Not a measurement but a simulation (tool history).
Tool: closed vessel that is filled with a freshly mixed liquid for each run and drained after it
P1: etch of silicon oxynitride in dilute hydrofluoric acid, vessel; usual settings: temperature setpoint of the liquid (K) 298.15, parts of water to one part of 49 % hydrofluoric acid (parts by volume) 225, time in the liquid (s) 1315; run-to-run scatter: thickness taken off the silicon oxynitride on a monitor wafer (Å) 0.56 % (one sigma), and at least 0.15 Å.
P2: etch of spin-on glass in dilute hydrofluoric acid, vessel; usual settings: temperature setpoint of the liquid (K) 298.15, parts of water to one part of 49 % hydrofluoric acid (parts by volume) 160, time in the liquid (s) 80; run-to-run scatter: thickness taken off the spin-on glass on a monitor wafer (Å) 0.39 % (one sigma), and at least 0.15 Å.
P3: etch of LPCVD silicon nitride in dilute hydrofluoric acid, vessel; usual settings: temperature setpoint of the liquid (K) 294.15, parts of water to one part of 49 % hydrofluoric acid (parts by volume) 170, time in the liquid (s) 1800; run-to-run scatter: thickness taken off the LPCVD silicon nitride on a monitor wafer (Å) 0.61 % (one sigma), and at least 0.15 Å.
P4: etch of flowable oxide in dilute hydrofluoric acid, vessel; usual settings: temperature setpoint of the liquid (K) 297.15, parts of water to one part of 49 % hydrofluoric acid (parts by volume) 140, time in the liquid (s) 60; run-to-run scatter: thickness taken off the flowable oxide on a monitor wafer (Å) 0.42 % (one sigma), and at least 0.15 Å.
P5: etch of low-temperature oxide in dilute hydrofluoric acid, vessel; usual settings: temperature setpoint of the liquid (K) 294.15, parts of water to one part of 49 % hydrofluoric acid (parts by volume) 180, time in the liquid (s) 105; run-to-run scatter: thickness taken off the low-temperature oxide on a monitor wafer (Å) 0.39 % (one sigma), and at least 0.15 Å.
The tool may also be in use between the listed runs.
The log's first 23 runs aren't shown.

run,day,process that ran,temperature setpoint of the liquid (K),parts of water to one part of 49 % hydrofluoric acid (parts by volume),time in the liquid (s),hours since the thermometer was replaced,hours since the hydrofluoric acid flow meter was replaced,thickness taken off the silicon oxynitride on a monitor wafer (Å),thickness taken off the flowable oxide on a monitor wafer (Å),thickness taken off the low-temperature oxide on a monitor wafer (Å),thickness taken off the spin-on glass on a monitor wafer (Å),thickness taken off the LPCVD silicon nitride on a monitor wafer (Å)
24,4.054,P1,298.15,340,1315,905.8,606.3,49.3410,,,,
25,4.154,P5,294.15,45,105,908.2,608.7,,,304.150,,
26,4.288,P1,303.65,365,1315,911.4,611.9,56.3530,,,,
27,4.471,P4,290.15,140,60,915.8,616.3,,210.44,,,
28,4.592,P2,298.15,160,80,918.7,619.2,,,,143.15,
29,4.696,P2,298.15,160,145,921.2,621.7,,,,258.67,
30,4.888,P1,298.15,225,1315,925.8,626.3,81.1380,,,,
31,5.067,P1,298.15,225,1315,930.1,630.6,78.0690,,,,
32,5.225,P1,298.15,225,1315,933.9,634.4,75.8120,,,,
33,5.346,P1,298.15,225,1315,936.8,637.3,75.2020,,,,
34,5.504,P1,298.15,225,1315,940.6,641.1,74.4920,,,,
35,5.621,P1,298.15,225,1315,943.4,643.9,73.4860,,,,

Forecast run 36:
36,5.833,P1,298.15,225,1315,948.5,649.0,?,,,,

thickness taken off the silicon oxynitride on a monitor wafer (Å): 73.5670
